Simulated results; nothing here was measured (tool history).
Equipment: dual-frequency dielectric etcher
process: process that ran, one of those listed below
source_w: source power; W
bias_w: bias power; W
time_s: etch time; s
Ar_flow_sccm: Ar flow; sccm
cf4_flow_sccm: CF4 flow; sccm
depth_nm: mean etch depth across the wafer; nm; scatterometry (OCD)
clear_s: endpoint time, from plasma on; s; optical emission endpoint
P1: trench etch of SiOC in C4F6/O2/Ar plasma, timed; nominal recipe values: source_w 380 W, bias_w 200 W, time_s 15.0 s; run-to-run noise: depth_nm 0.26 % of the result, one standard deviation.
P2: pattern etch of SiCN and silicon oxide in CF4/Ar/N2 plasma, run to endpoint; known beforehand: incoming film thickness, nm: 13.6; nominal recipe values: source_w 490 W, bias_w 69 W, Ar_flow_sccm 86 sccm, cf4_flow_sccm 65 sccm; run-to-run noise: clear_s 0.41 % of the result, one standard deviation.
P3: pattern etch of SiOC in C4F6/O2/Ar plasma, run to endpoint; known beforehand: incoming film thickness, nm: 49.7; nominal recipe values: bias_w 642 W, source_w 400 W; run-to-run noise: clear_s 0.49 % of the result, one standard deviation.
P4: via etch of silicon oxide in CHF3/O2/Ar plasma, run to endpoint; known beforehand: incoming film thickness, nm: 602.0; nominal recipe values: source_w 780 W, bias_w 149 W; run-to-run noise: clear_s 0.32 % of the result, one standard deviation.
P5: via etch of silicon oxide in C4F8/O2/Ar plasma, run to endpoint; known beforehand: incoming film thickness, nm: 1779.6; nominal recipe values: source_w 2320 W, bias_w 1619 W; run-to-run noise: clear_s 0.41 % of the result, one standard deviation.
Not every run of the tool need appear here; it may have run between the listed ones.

run	hour	process	source_w	bias_w	time_s	Ar_flow_sccm	cf4_flow_sccm	hours since the last wet clean	hours since the last source power generator calibration	hours since the last bias power generator calibration	depth_nm	clear_s
1	3.9	P1	380	200	15.0			137.3	742.7	2857.3	32.487	
2	12.7	P4	780	149				146.1	751.5	2866.1		298.260
3	17.4	P3	510	642				150.8	756.2	2870.8		13.282
4	25.4	P1	380	200	15.0			158.8	764.2	2878.8	32.363	
# hour 26.2: source power generator calibrated
5	32.0	P1	380	200	15.0			165.4	5.8	2885.4	32.330	
6	38.7	P1	380	155	11.0			172.1	12.5	2892.1	21.846	
7	44.5	P1	380	272	15.0			177.9	18.3	2897.9	35.859	
8	51.4	P3	400	908				184.8	25.2	2904.8		12.601
9	55.8	P1	380	200	11.5			189.2	29.6	2909.2	24.714	
10	60.7	P3	400	642				194.1	34.5	2914.1		14.334
11	68.1	P2	490	49		86	65	201.5	41.9	2921.5		16.110
12	72.4	P2	490	69		123	65	205.8	46.2	2925.8		15.418
13	80.0	P1	380	200	18.5			213.4	53.8	2933.4	40.059	
# hour 84.8: wet clean of the chamber
14	87.9	P1	300	200	15.0			3.2	61.7	2941.3	29.588	
15	93.1	P4	780	149				8.4	66.9	2946.5		297.180
16	98.8	P1	380	200	15.0			14.1	72.6	2952.2	32.411	
17	103.2	P5	1390	1619				18.5	77.0	2956.6		420.440
18	110.2	P1	380	142	15.0			25.5	84.0	2963.6	29.199	
19	115.5	P2	490	69		86	85	30.8	89.3	2968.9		13.925
20	119.3	P2	680	69		86	65	34.6	93.1	2972.7		10.891
21	125.8	P1	380	200	15.0			41.1	99.6	2979.2	32.270	
22	134.1	P1	380	200	15.0			49.4	107.9	2987.5	32.403	
23	140.1	P1	380	200	15.0			55.4	113.9	2993.5	32.264	
24	143.9	P2	490	69		86	65	59.2	117.7	2997.3		14.433
25	152.1	P4	780	98				67.4	125.9	3005.5		338.500
26	160.2	P1	470	200	15.0			75.5	134.0	3013.6	35.225	
27	167.9	P4	540	149				83.2	141.7	3021.3		345.200
28	174.3	P1	460	200	11.5			89.6	148.1	3027.7	26.765	
29	183.0	P5	2320	2027				98.3	156.8	3036.4		323.680
30	189.4	P5	2320	1619				104.7	163.2	3042.8		342.260
31	195.6	P5	2320	1619				110.9	169.4	3049.0		341.720
32	203.2	P1	380	200	15.0			118.5	177.0	3056.6	32.339	
33	212.0	P1	380	200	15.0			127.3	185.8	3065.4	32.154	
34	219.3	P1	380	200	15.0			134.6	193.1	3072.7	31.954	
35	227.7	P1	380	200	15.0			143.0	201.5	3081.1	31.943	
36	231.7	P1	380	200	15.0			147.0	205.5	3085.1	31.912	
# hour 235.7: wet clean of the chamber
37	236.0	P1	380	200	15.0			0.4	209.8	3089.4	31.823	
38	244.8	P1	380	200	15.0			9.2	218.6	3098.2	31.964	
39	253.5	P1	380	200	15.0			17.9	227.3	3106.9	31.840	
40	259.6	P1	380	200	15.0			24.0	233.4	3113.0	31.829	
41	267.2	P1	380	200	15.0			31.6	241.0	3120.6	31.798	
42	274.3	P1	380	200	15.0			38.7	248.1	3127.7	31.863	

The log shows P1 creeping away from where it was. Any of the 2 causes listed here, at the size stated for it, fits the log just as well as the others:
A: source power that arrives under what is set, % = 4.11
B: bias power that arrives under what is set, % = 4.89
Onset of the creep was near hour 203.2.
Other possible causes, and why each is ruled out:
chamber walls in a state that lowers the etch rate, %: serviced after onset, at hour 235.7, with no recovery of the prior output

The 4 check runs listed below each average the results of 3 wafers, and their outcomes are marked with question marks. Under which run would the listed causes produce clearly different results?
check 1	281.4	P2	650	69		115	65					?
check 2	281.4	P4	580	149								?
check 3	281.4	P3	500	827								?
check 4	281.4	P5	1600	1619								?

How each check would come out, cause by cause:
check	result	if A	if B
check 1	clear_s	12.282	12.035
check 2	clear_s	340.180	340.160
check 3	clear_s	12.249	12.305
check 4	clear_s	405.840	404.610
Per check, the gap between the least separated pair of causes, taken in the result that splits them most: check 1 2.03 %; check 2 0.01 %; check 3 0.45 %; check 4 0.31 %
Check 1 is the one run that separates the causes; every other check would come out nearly the same whichever cause is at work.

Check 1 was carried out, with these results: clear_s 12.065 s. Which of the listed causes is responsible?

It is B: bias power that arrives under what is set, %.

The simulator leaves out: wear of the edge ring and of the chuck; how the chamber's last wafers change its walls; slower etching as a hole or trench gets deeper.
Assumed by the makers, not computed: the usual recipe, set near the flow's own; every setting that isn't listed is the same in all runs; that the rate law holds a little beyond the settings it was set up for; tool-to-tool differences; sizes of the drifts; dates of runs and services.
